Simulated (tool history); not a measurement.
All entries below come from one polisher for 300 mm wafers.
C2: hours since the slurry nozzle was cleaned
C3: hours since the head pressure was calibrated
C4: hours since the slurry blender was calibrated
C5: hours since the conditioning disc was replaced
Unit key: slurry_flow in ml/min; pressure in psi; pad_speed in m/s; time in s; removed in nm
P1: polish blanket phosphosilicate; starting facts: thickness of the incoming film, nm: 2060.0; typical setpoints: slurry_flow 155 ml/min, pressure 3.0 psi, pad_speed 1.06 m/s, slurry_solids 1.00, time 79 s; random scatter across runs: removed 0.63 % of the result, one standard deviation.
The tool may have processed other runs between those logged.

Run 1, day 0.517: slurry_flow 155 ml/min, pressure 3.0 psi, pad_speed 1.06 m/s, slurry_solids 1.00, time 79 s; wafers polished on this pad 534; C2 166.6; C3 120.6; C4 234.0; C5 231.0. Result: removed 592.20 nm.
Run 2, day 0.804: slurry_flow 155 ml/min, pressure 3.0 psi, pad_speed 1.06 m/s, slurry_solids 1.00, time 79 s; wafers polished on this pad 584; C2 173.5; C3 127.5; C4 240.9; C5 237.9. Result: removed 593.04 nm.
At day 1.046: slurry nozzle cleaned.
Run 3, day 1.400: slurry_flow 155 ml/min, pressure 1.7 psi, pad_speed 1.06 m/s, slurry_solids 1.00, time 79 s; wafers polished on this pad 686; C2 8.5; C3 141.8; C4 255.2; C5 252.2. Result: removed 337.17 nm.
Run 4, day 1.967: slurry_flow 155 ml/min, pressure 3.0 psi, pad_speed 0.70 m/s, slurry_solids 1.00, time 79 s; wafers polished on this pad 783; C2 22.1; C3 155.4; C4 268.8; C5 265.8. Result: removed 425.22 nm.
Run 5, day 2.271: slurry_flow 155 ml/min, pressure 3.0 psi, pad_speed 1.06 m/s, slurry_solids 1.00, time 79 s; wafers polished on this pad 836; C2 29.4; C3 162.7; C4 276.1; C5 273.1. Result: removed 593.14 nm.
Run 6, day 2.846: slurry_flow 155 ml/min, pressure 3.0 psi, pad_speed 1.68 m/s, slurry_solids 1.00, time 79 s; wafers polished on this pad 934; C2 43.2; C3 176.5; C4 289.9; C5 286.9. Result: removed 856.65 nm.
Run 7, day 3.150: slurry_flow 200 ml/min, pressure 3.0 psi, pad_speed 1.30 m/s, slurry_solids 1.00, time 79 s; wafers polished on this pad 986; C2 50.5; C3 183.8; C4 297.2; C5 294.2. Result: removed 725.98 nm.
Run 8, day 3.771: slurry_flow 245 ml/min, pressure 3.0 psi, pad_speed 1.06 m/s, slurry_solids 1.00, time 79 s; wafers polished on this pad 1093; C2 65.4; C3 198.7; C4 312.1; C5 309.1. Result: removed 634.23 nm.
Run 9, day 4.338: slurry_flow 155 ml/min, pressure 3.0 psi, pad_speed 1.06 m/s, slurry_solids 1.00, time 125 s; wafers polished on this pad 1190; C2 79.0; C3 212.3; C4 325.7; C5 322.7. Result: removed 933.20 nm.
Run 10, day 4.771: slurry_flow 155 ml/min, pressure 3.0 psi, pad_speed 1.06 m/s, slurry_solids 1.45, time 79 s; wafers polished on this pad 1265; C2 89.4; C3 222.7; C4 336.1; C5 333.1. Result: removed 688.73 nm.
Run 11, day 5.388: slurry_flow 155 ml/min, pressure 3.0 psi, pad_speed 1.06 m/s, slurry_solids 1.00, time 79 s; wafers polished on this pad 1371; C2 104.2; C3 237.5; C4 350.9; C5 347.9. Result: removed 584.63 nm.

Run 12 has not been measured yet. What should we expect?
Run 12, day 5.808: slurry_flow 155 ml/min, pressure 3.0 psi, pad_speed 1.06 m/s, slurry_solids 1.00, time 79 s; wafers polished on this pad 1443; C2 114.3; C3 247.6; C4 361.0; C5 358.0. Result: removed ?.

{"run 12": {"removed": 587.91}}
